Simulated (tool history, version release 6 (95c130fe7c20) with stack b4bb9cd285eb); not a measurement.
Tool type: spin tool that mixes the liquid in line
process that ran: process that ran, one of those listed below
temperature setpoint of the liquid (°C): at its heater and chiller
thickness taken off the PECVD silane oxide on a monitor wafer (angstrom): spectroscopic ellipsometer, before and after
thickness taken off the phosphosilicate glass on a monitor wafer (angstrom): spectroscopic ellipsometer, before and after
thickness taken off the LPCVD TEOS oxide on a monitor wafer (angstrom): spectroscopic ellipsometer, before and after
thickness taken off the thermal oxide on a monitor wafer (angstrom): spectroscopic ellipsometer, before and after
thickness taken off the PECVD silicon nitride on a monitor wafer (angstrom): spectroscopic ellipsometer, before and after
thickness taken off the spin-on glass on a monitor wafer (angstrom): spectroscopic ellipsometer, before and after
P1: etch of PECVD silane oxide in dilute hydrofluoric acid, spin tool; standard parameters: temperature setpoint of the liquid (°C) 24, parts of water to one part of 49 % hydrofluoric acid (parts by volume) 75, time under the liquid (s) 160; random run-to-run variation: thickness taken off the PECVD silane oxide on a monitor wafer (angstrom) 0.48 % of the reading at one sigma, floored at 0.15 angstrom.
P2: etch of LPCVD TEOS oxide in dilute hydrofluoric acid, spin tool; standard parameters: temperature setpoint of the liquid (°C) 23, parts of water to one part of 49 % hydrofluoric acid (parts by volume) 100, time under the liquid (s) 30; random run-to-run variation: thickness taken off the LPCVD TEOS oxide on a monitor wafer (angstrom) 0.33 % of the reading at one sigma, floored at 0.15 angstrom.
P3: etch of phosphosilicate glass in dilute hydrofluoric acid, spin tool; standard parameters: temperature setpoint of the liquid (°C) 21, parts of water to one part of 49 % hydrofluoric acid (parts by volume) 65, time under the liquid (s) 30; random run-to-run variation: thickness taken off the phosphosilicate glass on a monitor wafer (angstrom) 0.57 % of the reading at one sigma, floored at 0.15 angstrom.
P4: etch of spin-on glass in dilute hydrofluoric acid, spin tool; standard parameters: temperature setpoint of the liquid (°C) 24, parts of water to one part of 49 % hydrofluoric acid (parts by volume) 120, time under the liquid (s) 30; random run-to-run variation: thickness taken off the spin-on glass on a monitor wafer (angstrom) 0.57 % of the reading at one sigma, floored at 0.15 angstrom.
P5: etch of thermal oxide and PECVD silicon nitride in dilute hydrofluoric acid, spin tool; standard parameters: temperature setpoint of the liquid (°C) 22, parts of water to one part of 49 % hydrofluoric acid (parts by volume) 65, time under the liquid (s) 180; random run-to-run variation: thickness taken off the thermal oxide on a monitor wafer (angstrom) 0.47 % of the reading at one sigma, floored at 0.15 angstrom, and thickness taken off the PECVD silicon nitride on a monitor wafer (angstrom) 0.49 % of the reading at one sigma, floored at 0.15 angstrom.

run	hour	process that ran	temperature setpoint of the liquid (°C)	parts of water to one part of 49 % hydrofluoric acid (parts by volume)	time under the liquid (s)	hours since the thermometer was replaced	hours since the hydrofluoric acid flow meter was replaced	thickness taken off the PECVD silane oxide on a monitor wafer (angstrom)	thickness taken off the phosphosilicate glass on a monitor wafer (angstrom)	thickness taken off the LPCVD TEOS oxide on a monitor wafer (angstrom)	thickness taken off the thermal oxide on a monitor wafer (angstrom)	thickness taken off the PECVD silicon nitride on a monitor wafer (angstrom)	thickness taken off the spin-on glass on a monitor wafer (angstrom)
1	3.5	P1	24	75	160	126.2	329.8	464.6					
2	7.8	P3	21	65	15	130.5	334.1		301.37				
3	14.7	P1	28	75	160	137.4	341	541.05					
4	20.1	P3	21	65	30	142.8	346.4		606.95				
5	27.6	P3	29.5	65	30	150.3	353.9		850.09				
6	34.1	P2	23	100	55	156.8	360.4			214.77			
7	37.8	P5	22	65	60	160.5	364.1				43.619	44.679	
8	42.7	P5	17	65	180	165.4	369				104.32	93.918	
9	48.6	P4	24	25	30	171.3	374.9						375.94
10	52.2	P1	24	75	85	174.9	378.5	245.01					
11	59.2	P2	17	100	30	181.9	385.5			91.098			
12	63.9	P1	24	75	160	186.6	390.2	465.03					
13	70.7	P2	23	140	30	193.4	397			79.552			
14	77.6	P1	24	75	315	200.3	403.9	908.56					
15	83.6	P3	21	40	30	206.3	409.9		1010.7				
16	87.2	P4	28	120	30	209.9	413.5						81.092
17	91.6	P4	24	120	30	214.3	417.9						69.723
18	97.9	P1	30	115	160	220.6	424.2	363.03					
19	102.2	P5	22	65	180	224.9	428.5				130.49	133.75	
20	108.8	P5	22	65	180	231.5	435.1				129.45	132.42	
21	112.7	P1	24	30	160	235.4	439	1223					
22	116.4	P1	24	75	160	239.1	442.7	460.48					
# hour 117.7: thermometer replaced
23	120	P1	24	75	160	2.3	446.3	462.08					
24	124	P2	23	100	30	6.3	450.3			116.31			
25	129.6	P1	24	130	160	11.9	455.9	249.51					
26	136.3	P2	23	100	30	18.6	462.6			117.01			
27	142.4	P5	22	25	180	24.7	468.7				354.9	335.69	
28	146	P4	24	120	50	28.3	472.3						116.15
29	151.5	P1	31	135	160	33.8	477.8	309.58					
30	156	P1	18.5	75	160	38.3	482.3	369.48					
31	161.7	P1	24	75	160	44	488	460.46					
32	169.2	P4	24	120	30	51.5	495.5						68.572
33	176.2	P1	29	50	160	58.5	502.5	873.54					
34	183.2	P1	24	75	160	65.5	509.5	459.69					
35	189.3	P1	24	75	160	71.6	515.6	482.49					
36	196.2	P1	24	75	160	78.5	522.5	486.61					
37	201.9	P1	24	75	160	84.2	528.2	494.46					
38	206.4	P1	24	75	160	88.7	532.7	501.2					
39	211.5	P1	24	75	160	93.8	537.8	499.92					
40	218.2	P1	24	75	160	100.5	544.5	496.53					
41	224.1	P1	24	75	160	106.4	550.4	494.91					

What P1 gives has crept away from where it was. These 2 causes fit the log equally well, each at the size given:
A: liquid hotter than its thermometer reads (K) = 2.02
B: hydrofluoric acid flow above the setpoint (%) = 7.67
The onset of the drift is placed at about hour 183.2.

Listed below are the offered check runs, one wafer per run, with question marks in place of results. For which of them would the causes give clearly different outcomes?
check 1	230	P3	21	65	30				?				
check 2	230	P2	23	100	30					?			
check 3	230	P5	22	65	180						?	?	
check 4	230	P4	24	120	30								?

Expected result of each check under each candidate cause:
check	result	if A	if B
check 1	thickness taken off the phosphosilicate glass on a monitor wafer (angstrom)	657.66	655.02
check 2	thickness taken off the LPCVD TEOS oxide on a monitor wafer (angstrom)	126.6	126.9
check 3	thickness taken off the thermal oxide on a monitor wafer (angstrom)	141.12	140.67
check 3	thickness taken off the PECVD silicon nitride on a monitor wafer (angstrom)	152.24	142.81
check 4	thickness taken off the spin-on glass on a monitor wafer (angstrom)	75.022	75.478
Distance between the nearest two causes, measured in the result of the check that separates them most: check 1 0.4 %; check 2 0.24 %; check 3 6.4 %; check 4 0.61 %
Of the check runs offered, only check 3 discriminates between the causes; the rest would read about the same regardless of which cause applies.

Check 3 has now been run. It gave: thickness taken off the thermal oxide on a monitor wafer (angstrom) 140.71; thickness taken off the PECVD silicon nitride on a monitor wafer (angstrom) 141.26. Which of the candidate causes is it?

The cause is B: hydrofluoric acid flow above the setpoint (%).
